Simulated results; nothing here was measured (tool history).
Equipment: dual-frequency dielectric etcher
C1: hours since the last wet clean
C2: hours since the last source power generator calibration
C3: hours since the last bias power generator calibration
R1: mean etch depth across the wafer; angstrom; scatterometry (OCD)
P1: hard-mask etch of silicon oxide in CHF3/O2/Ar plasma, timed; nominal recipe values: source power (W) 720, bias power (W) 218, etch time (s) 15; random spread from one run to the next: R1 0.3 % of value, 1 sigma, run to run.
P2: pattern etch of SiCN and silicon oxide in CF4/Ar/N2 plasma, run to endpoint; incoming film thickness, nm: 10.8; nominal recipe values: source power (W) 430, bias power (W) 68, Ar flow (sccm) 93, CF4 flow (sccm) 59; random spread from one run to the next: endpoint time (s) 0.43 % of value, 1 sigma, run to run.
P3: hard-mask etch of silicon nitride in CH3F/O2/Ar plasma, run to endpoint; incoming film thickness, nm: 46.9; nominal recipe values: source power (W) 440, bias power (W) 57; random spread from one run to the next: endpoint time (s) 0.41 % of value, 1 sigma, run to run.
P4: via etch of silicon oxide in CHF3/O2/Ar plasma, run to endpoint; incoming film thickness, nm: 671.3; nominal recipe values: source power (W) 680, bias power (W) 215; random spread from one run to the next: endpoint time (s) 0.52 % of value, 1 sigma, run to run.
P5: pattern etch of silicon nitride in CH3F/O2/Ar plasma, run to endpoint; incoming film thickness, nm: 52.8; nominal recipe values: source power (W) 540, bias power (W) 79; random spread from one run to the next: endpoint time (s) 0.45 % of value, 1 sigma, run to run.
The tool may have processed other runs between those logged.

run 1 hour=4.8 | process_that_ran=P1 source_power_(W)=720 bias_power_(W)=218 etch_time_(s)=15 | C1=276.7 C2=2245.6 C3=1156.5 | R1=352.81
run 2 hour=10.7 | process_that_ran=P3 source_power_(W)=340 bias_power_(W)=57 | C1=282.6 C2=2251.5 C3=1162.4 | endpoint_time_(s)=76.122
run 3 hour=15.7 | process_that_ran=P4 source_power_(W)=440 bias_power_(W)=215 | C1=287.6 C2=2256.5 C3=1167.4 | endpoint_time_(s)=355.59
run 4 hour=19.4 | process_that_ran=P1 source_power_(W)=720 bias_power_(W)=218 etch_time_(s)=15 | C1=291.3 C2=2260.2 C3=1171.1 | R1=353.88
run 5 hour=24.9 | process_that_ran=P1 source_power_(W)=720 bias_power_(W)=218 etch_time_(s)=15 | C1=296.8 C2=2265.7 C3=1176.6 | R1=352.64
run 6 hour=28.1 | process_that_ran=P4 source_power_(W)=680 bias_power_(W)=142 | C1=300 C2=2268.9 C3=1179.8 | endpoint_time_(s)=350.16
run 7 hour=32.2 | process_that_ran=P2 source_power_(W)=540 bias_power_(W)=68 Ar_flow_(sccm)=93 CF4_flow_(sccm)=59 | C1=304.1 C2=2273 C3=1183.9 | endpoint_time_(s)=11.226
run 8 hour=36.2 | process_that_ran=P5 source_power_(W)=540 bias_power_(W)=79 | C1=308.1 C2=2277 C3=1187.9 | endpoint_time_(s)=65.694
run 9 hour=42.2 | process_that_ran=P5 source_power_(W)=540 bias_power_(W)=79 | C1=314.1 C2=2283 C3=1193.9 | endpoint_time_(s)=66.158
run 10 hour=45 | process_that_ran=P5 source_power_(W)=760 bias_power_(W)=79 | C1=316.9 C2=2285.8 C3=1196.7 | endpoint_time_(s)=57.905
run 11 hour=49.7 | process_that_ran=P1 source_power_(W)=720 bias_power_(W)=218 etch_time_(s)=10.5 | C1=321.6 C2=2290.5 C3=1201.4 | R1=246.86
run 12 hour=52.8 | process_that_ran=P1 source_power_(W)=720 bias_power_(W)=300 etch_time_(s)=19 | C1=324.7 C2=2293.6 C3=1204.5 | R1=499.6
run 13 hour=57.5 | process_that_ran=P3 source_power_(W)=440 bias_power_(W)=57 | C1=329.4 C2=2298.3 C3=1209.2 | endpoint_time_(s)=68.98
run 14 hour=63.6 | process_that_ran=P1 source_power_(W)=720 bias_power_(W)=305 etch_time_(s)=15 | C1=335.5 C2=2304.4 C3=1215.3 | R1=396.06
run 15 hour=66.3 | process_that_ran=P1 source_power_(W)=970 bias_power_(W)=218 etch_time_(s)=15 | C1=338.2 C2=2307.1 C3=1218 | R1=394.24
run 16 hour=69.9 | process_that_ran=P1 source_power_(W)=520 bias_power_(W)=218 etch_time_(s)=15 | C1=341.8 C2=2310.7 C3=1221.6 | R1=312.21
run 17 hour=74.5 | process_that_ran=P2 source_power_(W)=430 bias_power_(W)=68 Ar_flow_(sccm)=93 CF4_flow_(sccm)=59 | C1=346.4 C2=2315.3 C3=1226.2 | endpoint_time_(s)=13.676
run 18 hour=77.8 | process_that_ran=P1 source_power_(W)=720 bias_power_(W)=218 etch_time_(s)=15 | C1=349.7 C2=2318.6 C3=1229.5 | R1=350.49
run 19 hour=80.7 | process_that_ran=P1 source_power_(W)=720 bias_power_(W)=172 etch_time_(s)=15 | C1=352.6 C2=2321.5 C3=1232.4 | R1=324.99
run 20 hour=83.7 | process_that_ran=P2 source_power_(W)=430 bias_power_(W)=80 Ar_flow_(sccm)=93 CF4_flow_(sccm)=59 | C1=355.6 C2=2324.5 C3=1235.4 | endpoint_time_(s)=12.902
run 21 hour=86.8 | process_that_ran=P1 source_power_(W)=720 bias_power_(W)=304 etch_time_(s)=10.5 | C1=358.7 C2=2327.6 C3=1238.5 | R1=278.45
run 22 hour=90.7 | process_that_ran=P5 source_power_(W)=540 bias_power_(W)=106 | C1=362.6 C2=2331.5 C3=1242.4 | endpoint_time_(s)=59.947
run 23 hour=93.9 | process_that_ran=P1 source_power_(W)=720 bias_power_(W)=218 etch_time_(s)=19 | C1=365.8 C2=2334.7 C3=1245.6 | R1=446.73
run 24 hour=100 | process_that_ran=P2 source_power_(W)=430 bias_power_(W)=68 Ar_flow_(sccm)=113 CF4_flow_(sccm)=59 | C1=371.9 C2=2340.8 C3=1251.7 | endpoint_time_(s)=14.059
run 25 hour=103.2 | process_that_ran=P4 source_power_(W)=680 bias_power_(W)=215 | C1=375.1 C2=2344 C3=1254.9 | endpoint_time_(s)=304.15
run 26 hour=107.8 | process_that_ran=P2 source_power_(W)=430 bias_power_(W)=68 Ar_flow_(sccm)=93 CF4_flow_(sccm)=74 | C1=379.7 C2=2348.6 C3=1259.5 | endpoint_time_(s)=13.227
run 27 hour=113.3 | process_that_ran=P3 source_power_(W)=440 bias_power_(W)=57 | C1=385.2 C2=2354.1 C3=1265 | endpoint_time_(s)=69.105
run 28 hour=117 | process_that_ran=P4 source_power_(W)=680 bias_power_(W)=215 | C1=388.9 C2=2357.8 C3=1268.7 | endpoint_time_(s)=303.99
run 29 hour=120.8 | process_that_ran=P1 source_power_(W)=720 bias_power_(W)=218 etch_time_(s)=15 | C1=392.7 C2=2361.6 C3=1272.5 | R1=352.38
run 30 hour=125.9 | process_that_ran=P3 source_power_(W)=440 bias_power_(W)=79 | C1=397.8 C2=2366.7 C3=1277.6 | endpoint_time_(s)=62.306
run 31 hour=130.1 | process_that_ran=P1 source_power_(W)=720 bias_power_(W)=218 etch_time_(s)=15 | C1=402 C2=2370.9 C3=1281.8 | R1=351.31
run 32 hour=133.4 | process_that_ran=P1 source_power_(W)=720 bias_power_(W)=218 etch_time_(s)=15 | C1=405.3 C2=2374.2 C3=1285.1 | R1=351.97
run 33 hour=139.4 | process_that_ran=P1 source_power_(W)=720 bias_power_(W)=218 etch_time_(s)=15 | C1=411.3 C2=2380.2 C3=1291.1 | R1=355.59
run 34 hour=143.8 | process_that_ran=P1 source_power_(W)=720 bias_power_(W)=218 etch_time_(s)=15 | C1=415.7 C2=2384.6 C3=1295.5 | R1=356.88
-- hour=146.4 wet clean of the chamber
run 35 hour=146.7 | process_that_ran=P1 source_power_(W)=720 bias_power_(W)=218 etch_time_(s)=15 | C1=0.4 C2=2387.5 C3=1298.4 | R1=358.15
run 36 hour=151.1 | process_that_ran=P1 source_power_(W)=720 bias_power_(W)=218 etch_time_(s)=15 | C1=4.8 C2=2391.9 C3=1302.8 | R1=357.05
run 37 hour=155.4 | process_that_ran=P1 source_power_(W)=720 bias_power_(W)=218 etch_time_(s)=15 | C1=9.1 C2=2396.2 C3=1307.1 | R1=356.62
run 38 hour=161 | process_that_ran=P1 source_power_(W)=720 bias_power_(W)=218 etch_time_(s)=15 | C1=14.7 C2=2401.8 C3=1312.7 | R1=356.79
run 39 hour=165.5 | process_that_ran=P1 source_power_(W)=720 bias_power_(W)=218 etch_time_(s)=15 | C1=19.2 C2=2406.3 C3=1317.2 | R1=357.81
run 40 hour=168.9 | process_that_ran=P1 source_power_(W)=720 bias_power_(W)=218 etch_time_(s)=15 | C1=22.6 C2=2409.7 C3=1320.6 | R1=357.13

What P1 gives has crept away from where it was. These 2 causes fit the log equally well, each at the size given:
A: source power that arrives over what is set, % = 4.08
B: bias power that arrives over what is set, % = 4.49
The process output started creeping at around hour 130.1.
Excluded causes, each with its reason:
chamber walls in a state that raises the etch rate, %: serviced after onset, at hour 146.4, with no recovery of the prior output

Consider the 4 check runs below, whose results appear as question marks and each of which averages 3 wafers. Which one distinguishes the causes, in that each cause would give it a clearly different result?
run check 1 hour=172.3 | process_that_ran=P4 source_power_(W)=470 bias_power_(W)=170 | endpoint_time_(s)=?
run check 2 hour=172.3 | process_that_ran=P3 source_power_(W)=440 bias_power_(W)=74 | endpoint_time_(s)=?
run check 3 hour=172.3 | process_that_ran=P5 source_power_(W)=730 bias_power_(W)=79 | endpoint_time_(s)=?
run check 4 hour=172.3 | process_that_ran=P2 source_power_(W)=500 bias_power_(W)=68 Ar_flow_(sccm)=93 CF4_flow_(sccm)=59 | endpoint_time_(s)=?

How each check would come out, cause by cause:
check=check_1 result=endpoint_time_(s) if_A=372.21 if_B=372.35
check=check_2 result=endpoint_time_(s) if_A=62.426 if_B=62.431
check=check_3 result=endpoint_time_(s) if_A=58.016 if_B=58.049
check=check_4 result=endpoint_time_(s) if_A=11.597 if_B=11.837
How far apart the two closest causes lie, in the result that separates them most: check 1 0.04 %; check 2 0.01 %; check 3 0.06 %; check 4 2.05 %
Check 4 tells the causes apart: in the others they would give nearly the same result.

The results of check 4 are: endpoint time (s) 11.85. Based on these, which of the listed causes is it?

Of the candidate causes, it is B: bias power that arrives over what is set, %.
